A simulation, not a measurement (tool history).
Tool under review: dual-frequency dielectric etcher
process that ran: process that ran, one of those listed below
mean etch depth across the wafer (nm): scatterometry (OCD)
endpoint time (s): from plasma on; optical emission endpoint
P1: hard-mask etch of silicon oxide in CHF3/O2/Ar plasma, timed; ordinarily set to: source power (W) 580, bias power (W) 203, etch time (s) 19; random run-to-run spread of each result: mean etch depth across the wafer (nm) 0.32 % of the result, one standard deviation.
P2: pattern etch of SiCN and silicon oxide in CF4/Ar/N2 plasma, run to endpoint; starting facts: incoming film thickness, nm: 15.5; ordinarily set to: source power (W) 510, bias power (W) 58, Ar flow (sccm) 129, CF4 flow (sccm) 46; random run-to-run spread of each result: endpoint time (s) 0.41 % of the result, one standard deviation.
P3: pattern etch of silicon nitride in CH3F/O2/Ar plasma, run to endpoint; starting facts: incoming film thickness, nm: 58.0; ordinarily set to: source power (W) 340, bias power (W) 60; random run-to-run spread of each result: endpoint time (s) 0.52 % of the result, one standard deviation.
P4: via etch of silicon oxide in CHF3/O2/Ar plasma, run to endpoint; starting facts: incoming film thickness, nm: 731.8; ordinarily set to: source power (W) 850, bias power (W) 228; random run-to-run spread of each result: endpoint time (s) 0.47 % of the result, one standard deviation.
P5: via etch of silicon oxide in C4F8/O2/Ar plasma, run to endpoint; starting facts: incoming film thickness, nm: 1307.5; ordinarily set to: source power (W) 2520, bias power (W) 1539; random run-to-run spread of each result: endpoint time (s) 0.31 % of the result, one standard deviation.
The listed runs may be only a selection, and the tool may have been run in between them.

run	hour	process that ran	source power (W)	bias power (W)	etch time (s)	Ar flow (sccm)	CF4 flow (sccm)	mean etch depth across the wafer (nm)	endpoint time (s)
1	5.8	P1	580	203	19			39.598	
2	15.4	P3	340	60					95.494
3	21.9	P1	580	203	14			29.07	
4	29.3	P1	580	203	19			39.536	
5	40	P5	2520	1539					255.24
6	51.3	P3	220	60					114.3
7	63.6	P2	510	58		129	46		19.521
8	70.8	P1	580	203	19			39.605	
9	79.8	P1	580	203	19			39.855	
10	91.5	P4	850	133					364.71
11	103	P5	2520	960					286.69
12	112	P1	580	203	26			54.103	
13	123.6	P2	510	43		129	46		21.868
14	131.3	P5	2520	1539					254.54
15	140.3	P1	390	203	19			33.998	
16	149.6	P4	510	228					372.45
17	158.8	P1	700	123	19			36.31	
18	165.9	P1	430	203	12.5			23.136	
19	176.2	P1	580	203	19			39.494	
20	183	P3	340	35					113.54
21	190.3	P1	580	144	19			35.364	
22	202.7	P2	510	58		173	46		20.541
23	208.6	P3	340	60					96.116
24	219.6	P1	810	203	19			44.858	
25	228.6	P1	580	203	19			39.794	
26	238.8	P5	3390	1539					225.63
27	246.4	P4	850	228					305.78
28	253	P2	510	58		129	65		18.429
29	259.2	P1	580	269	19			43.676	
30	265.6	P2	400	58		129	46		24.18
31	277.8	P1	580	203	19			39.612	
32	285.5	P1	580	203	19			39.356	
33	294.6	P1	580	203	19			39.191	
34	305	P1	580	203	19			39.279	

Estimate the outcome of run 35 from the log above:
35	311.6	P1	580	203	19			?	

mean etch depth across the wafer (nm): 39.347
